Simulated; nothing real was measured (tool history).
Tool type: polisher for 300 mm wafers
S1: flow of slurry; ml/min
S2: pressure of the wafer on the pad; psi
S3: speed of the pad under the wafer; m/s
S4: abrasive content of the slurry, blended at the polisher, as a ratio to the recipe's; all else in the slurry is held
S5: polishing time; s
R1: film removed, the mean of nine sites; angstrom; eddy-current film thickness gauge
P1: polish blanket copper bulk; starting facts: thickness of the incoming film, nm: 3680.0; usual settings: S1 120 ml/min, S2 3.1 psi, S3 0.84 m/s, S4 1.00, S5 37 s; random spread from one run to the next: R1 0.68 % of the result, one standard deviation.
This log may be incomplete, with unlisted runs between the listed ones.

Run 1, hour 6.7: S1 120 ml/min, S2 3.1 psi, S3 0.84 m/s, S4 1.00, S5 37 s. Result: R1 3010.2 angstrom.
Run 2, hour 14.1: S1 120 ml/min, S2 3.1 psi, S3 0.84 m/s, S4 1.00, S5 37 s. Result: R1 3001.5 angstrom.
Run 3, hour 26.3: S1 120 ml/min, S2 3.1 psi, S3 0.84 m/s, S4 1.00, S5 37 s. Result: R1 2989.2 angstrom.
Run 4, hour 40.0: S1 120 ml/min, S2 3.1 psi, S3 0.84 m/s, S4 0.65, S5 27 s. Result: R1 2003.5 angstrom.
Run 5, hour 48.5: S1 120 ml/min, S2 3.1 psi, S3 0.84 m/s, S4 1.45, S5 37 s. Result: R1 3254.7 angstrom.
Run 6, hour 60.1: S1 120 ml/min, S2 3.1 psi, S3 0.84 m/s, S4 1.00, S5 37 s. Result: R1 3027.8 angstrom.
Run 7, hour 73.2: S1 120 ml/min, S2 3.1 psi, S3 0.84 m/s, S4 0.55, S5 37 s. Result: R1 2652.8 angstrom.
Run 8, hour 85.0: S1 120 ml/min, S2 3.1 psi, S3 0.84 m/s, S4 1.00, S5 37 s. Result: R1 3002.7 angstrom.
Run 9, hour 98.9: S1 120 ml/min, S2 4.4 psi, S3 0.84 m/s, S4 1.00, S5 37 s. Result: R1 4278.4 angstrom.
Run 10, hour 110.8: S1 85 ml/min, S2 3.1 psi, S3 0.84 m/s, S4 1.00, S5 37 s. Result: R1 2752.2 angstrom.
Run 11, hour 119.2: S1 120 ml/min, S2 1.4 psi, S3 0.84 m/s, S4 1.00, S5 37 s. Result: R1 1359.7 angstrom.
Run 12, hour 128.7: S1 120 ml/min, S2 3.1 psi, S3 0.84 m/s, S4 1.00, S5 37 s. Result: R1 2981.6 angstrom.
Run 13, hour 136.4: S1 185 ml/min, S2 3.1 psi, S3 0.84 m/s, S4 1.00, S5 37 s. Result: R1 3261.6 angstrom.
Run 14, hour 148.3: S1 120 ml/min, S2 3.1 psi, S3 0.84 m/s, S4 1.00, S5 27 s. Result: R1 2176.4 angstrom.
Run 15, hour 159.5: S1 150 ml/min, S2 1.9 psi, S3 0.84 m/s, S4 1.00, S5 37 s. Result: R1 1938.7 angstrom.
Run 16, hour 166.0: S1 120 ml/min, S2 3.1 psi, S3 1.24 m/s, S4 1.00, S5 37 s. Result: R1 4504.4 angstrom.
Run 17, hour 173.7: S1 120 ml/min, S2 3.1 psi, S3 0.84 m/s, S4 1.00, S5 37 s. Result: R1 3009.9 angstrom.
Run 18, hour 185.9: S1 85 ml/min, S2 3.1 psi, S3 0.84 m/s, S4 1.00, S5 25 s. Result: R1 1844.9 angstrom.
Run 19, hour 192.0: S1 120 ml/min, S2 3.1 psi, S3 0.40 m/s, S4 1.00, S5 37 s. Result: R1 1430.7 angstrom.
Run 20, hour 203.9: S1 120 ml/min, S2 3.1 psi, S3 0.84 m/s, S4 1.00, S5 52 s. Result: R1 4229.4 angstrom.
Run 21, hour 217.9: S1 120 ml/min, S2 3.1 psi, S3 0.84 m/s, S4 1.00, S5 37 s. Result: R1 3036.5 angstrom.
Run 22, hour 224.5: S1 120 ml/min, S2 3.1 psi, S3 0.84 m/s, S4 1.00, S5 37 s. Result: R1 2978.2 angstrom.
Run 23, hour 238.3: S1 120 ml/min, S2 3.1 psi, S3 0.84 m/s, S4 1.00, S5 37 s. Result: R1 2862.2 angstrom.
Run 24, hour 252.5: S1 120 ml/min, S2 3.1 psi, S3 0.84 m/s, S4 1.00, S5 37 s. Result: R1 2807.5 angstrom.
Run 25, hour 260.4: S1 120 ml/min, S2 3.1 psi, S3 0.84 m/s, S4 1.00, S5 37 s. Result: R1 2757.6 angstrom.
Run 26, hour 270.5: S1 120 ml/min, S2 3.1 psi, S3 0.84 m/s, S4 1.00, S5 37 s. Result: R1 2736.8 angstrom.
Run 27, hour 281.9: S1 120 ml/min, S2 3.1 psi, S3 0.84 m/s, S4 1.00, S5 37 s. Result: R1 2717.1 angstrom.
At hour 292.1: slurry blender recalibrated.
Run 28, hour 292.9: S1 120 ml/min, S2 3.1 psi, S3 0.84 m/s, S4 1.00, S5 37 s. Result: R1 2709.8 angstrom.
Run 29, hour 300.5: S1 120 ml/min, S2 3.1 psi, S3 0.84 m/s, S4 1.00, S5 37 s. Result: R1 2701.6 angstrom.
At hour 304.5: worn pad replaced by a new one.
Run 30, hour 309.4: S1 120 ml/min, S2 3.1 psi, S3 0.84 m/s, S4 1.00, S5 37 s. Result: R1 2705.9 angstrom.
Run 31, hour 322.4: S1 120 ml/min, S2 3.1 psi, S3 0.84 m/s, S4 1.00, S5 37 s. Result: R1 2691.7 angstrom.
Run 32, hour 335.9: S1 120 ml/min, S2 3.1 psi, S3 0.84 m/s, S4 1.00, S5 37 s. Result: R1 2673.3 angstrom.

What P1 gives has crept away from where it was. These 2 causes fit the log equally well, each at the size given:
A: head's pressure below its setpoint, % = 11.1
B: slurry flow missing at the pad, % = 36.1
At approximately hour 217.9, the process output began to creep.
Every other cause this tool's parts could produce, and why it does not fit the log:
removal rate lost through wear of the pad, %: serviced at hour 304.5, after the change had begun; the process did not return to its earlier output
abrasive missing from the slurry, %: serviced at hour 292.1, after the change had begun; the process did not return to its earlier output

Below are 4 check runs, each averaged over 5 wafers, with their results shown as question marks. Which of them would give clearly different results depending on which cause is behind the drift?
Run check 1, hour 349.4: S1 95 ml/min, S2 3.1 psi, S3 0.84 m/s, S4 1.00, S5 37 s. Result: R1 ?.
Run check 2, hour 349.4: S1 120 ml/min, S2 1.4 psi, S3 0.84 m/s, S4 0.65, S5 37 s. Result: R1 ?.
Run check 3, hour 349.4: S1 120 ml/min, S2 4.4 psi, S3 1.16 m/s, S4 1.00, S5 37 s. Result: R1 ?.
Run check 4, hour 349.4: S1 120 ml/min, S2 3.1 psi, S3 0.84 m/s, S4 1.35, S5 37 s. Result: R1 ?.

If the cause were each of the candidates in turn, the checks would give the following:
  check  result    if A    if B
check 1      R1  2526.6  2461.8
check 2      R1  1102.5  1102.6
check 3      R1  5235.2  5235.8
check 4      R1  2851.6  2851.9
Per check, the gap between the least separated pair of causes, taken in the result that splits them most: check 1 2.6 %; check 2 0.01 %; check 3 0.01 %; check 4 0.01 %
Of the check runs offered, only check 1 discriminates between the causes; the rest would read about the same regardless of which cause applies.

The results of check 1 are: R1 2464.7 angstrom. Based on these, which of the listed causes is it?

Of the candidate causes, it is B: slurry flow missing at the pad, %.
